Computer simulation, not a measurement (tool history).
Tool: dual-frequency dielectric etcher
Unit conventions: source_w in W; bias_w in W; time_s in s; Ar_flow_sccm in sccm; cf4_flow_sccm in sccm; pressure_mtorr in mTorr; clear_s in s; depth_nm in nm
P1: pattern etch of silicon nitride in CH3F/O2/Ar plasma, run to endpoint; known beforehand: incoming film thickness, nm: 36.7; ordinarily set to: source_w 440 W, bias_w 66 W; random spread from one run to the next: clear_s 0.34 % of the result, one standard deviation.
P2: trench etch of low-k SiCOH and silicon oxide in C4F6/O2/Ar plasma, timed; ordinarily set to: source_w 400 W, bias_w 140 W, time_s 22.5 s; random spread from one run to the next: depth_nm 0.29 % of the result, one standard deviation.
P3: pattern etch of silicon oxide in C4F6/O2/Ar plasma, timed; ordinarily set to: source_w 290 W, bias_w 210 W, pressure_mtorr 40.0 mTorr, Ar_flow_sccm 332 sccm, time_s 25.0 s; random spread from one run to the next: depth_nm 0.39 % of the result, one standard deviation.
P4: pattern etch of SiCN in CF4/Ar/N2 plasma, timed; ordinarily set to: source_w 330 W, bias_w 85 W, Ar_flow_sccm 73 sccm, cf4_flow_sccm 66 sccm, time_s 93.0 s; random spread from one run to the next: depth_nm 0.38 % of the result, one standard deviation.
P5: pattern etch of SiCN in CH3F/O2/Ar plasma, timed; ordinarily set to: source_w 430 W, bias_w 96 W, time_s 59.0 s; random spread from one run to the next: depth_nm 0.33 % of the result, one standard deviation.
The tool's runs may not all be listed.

run	hour	process	source_w	bias_w	time_s	Ar_flow_sccm	cf4_flow_sccm	pressure_mtorr	clear_s	depth_nm
1	10.7	P1	440	66					51.934	
2	18.3	P5	430	96	59.0					24.472
3	30.2	P4	330	64	93.0	73	66			62.855
4	37.2	P2	400	114	22.5					59.103
5	44.0	P3	290	210	25.0	332		40.0		71.061
6	55.8	P3	210	210	25.0	332		40.0		62.874
7	66.6	P1	440	66					51.898	
8	77.9	P4	330	85	51.5	73	66			38.468
9	85.2	P1	440	66					51.712	
10	91.5	P1	360	88					50.519	
11	98.5	P3	290	210	25.0	332		48.5		69.802
12	107.8	P4	200	85	93.0	73	66			44.706
13	120.2	P5	430	96	42.5					17.702
14	127.4	P5	430	96	59.0					24.517
15	137.9	P3	290	293	25.0	332		40.0		79.664
16	145.7	P1	440	66					51.573	
17	155.9	P4	330	85	93.0	73	79			70.708
18	165.0	P2	400	140	22.5					62.548
19	174.9	P3	290	210	25.0	214		40.0		74.502
20	184.7	P1	260	66					63.340	
21	193.7	P4	330	85	93.0	97	66			66.573
22	202.7	P1	440	66					51.771	
23	214.7	P5	430	126	59.0					27.263
24	225.9	P1	600	66					46.003	
25	237.7	P1	440	66					51.665	
26	244.8	P1	440	66					51.878	
27	253.8	P3	290	210	16.5	332		40.0		47.045
28	264.9	P2	560	140	22.5					71.925
29	272.0	P2	400	140	16.0					44.732
30	279.7	P5	530	96	59.0					26.494
31	290.2	P1	440	86					47.766	
32	300.1	P4	330	85	93.0	73	66			69.733
33	311.0	P2	400	140	22.5					62.716
34	321.7	P4	330	85	93.0	73	66			69.182

Predict the results of run 35:
35	328.4	P1	440	44					?	

clear_s: 58.778 s
